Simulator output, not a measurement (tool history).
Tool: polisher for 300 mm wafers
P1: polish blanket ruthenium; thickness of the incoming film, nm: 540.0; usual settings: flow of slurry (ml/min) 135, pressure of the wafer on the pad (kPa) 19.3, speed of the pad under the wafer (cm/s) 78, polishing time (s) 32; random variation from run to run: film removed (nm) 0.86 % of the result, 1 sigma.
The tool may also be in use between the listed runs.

run	hour	flow of slurry (ml/min)	pressure of the wafer on the pad (kPa)	speed of the pad under the wafer (cm/s)	polishing time (s)	film removed (nm)
1	10.5	135	19.3	78	32	43.608
2	19.4	135	24.8	78	32	56.302
3	29.2	135	19.3	78	32	43.481
4	36.0	135	19.3	36	32	20.628
5	47.5	135	19.3	78	32	44.175
6	55.3	135	19.3	78	32	43.807
7	64.3	185	19.3	120	32	70.205
8	72.3	135	19.3	78	32	43.973
9	82.0	135	19.3	78	48	65.793
10	90.6	135	14.5	78	42	43.596
11	98.9	135	19.3	78	16	21.640
12	112.0	180	19.3	78	32	46.262
13	123.4	80	19.3	78	32	38.777
14	132.8	135	19.3	116	32	65.078
15	146.4	135	19.3	78	32	43.435
16	158.0	135	11.7	78	32	26.182
17	166.0	135	13.1	100	32	38.039
18	173.7	135	19.3	78	32	43.540
19	182.9	135	19.3	78	32	43.586
20	191.6	135	19.3	78	32	42.486
21	200.2	135	19.3	78	32	40.775
22	207.8	135	19.3	78	32	40.026
# hour 211.3: head pressure recalibrated
23	217.9	135	19.3	78	32	40.063
24	225.4	135	19.3	78	32	40.089
25	235.7	135	19.3	78	32	39.478

What P1 gives has crept away from where it was. These 2 causes fit the log equally well, each at the size given:
A: removal rate lost through wear of the pad, % = 9.47
B: slurry flow missing at the pad, % = 34.7
The creep began at about hour 182.9.
Why every other cause is out:
head's pressure below its setpoint, %: serviced at hour 211.3, which brought nothing back

4 check runs are offered, each on 2 wafers whose results are averaged, their results left as question marks. Which one tells the causes apart?
check 1	246.0	135	13.8	78	47	?
check 2	246.0	135	12.4	78	16	?
check 3	246.0	135	19.3	98	32	?
check 4	246.0	80	19.3	78	43	?

What each check would give under each cause:
check	result	if A	if B
check 1	film removed (nm)	41.581	41.589
check 2	film removed (nm)	12.740	12.742
check 3	film removed (nm)	49.798	49.807
check 4	film removed (nm)	46.880	44.347
How far apart the two closest causes lie, in the result that separates them most: check 1 0.02 %; check 2 0.02 %; check 3 0.02 %; check 4 5.55 %
Only check 4 tells the causes apart: in the others they would give nearly the same result.

Then check 4 was run and gave: film removed (nm) 43.798. Which cause is it?

It is B: slurry flow missing at the pad, %.
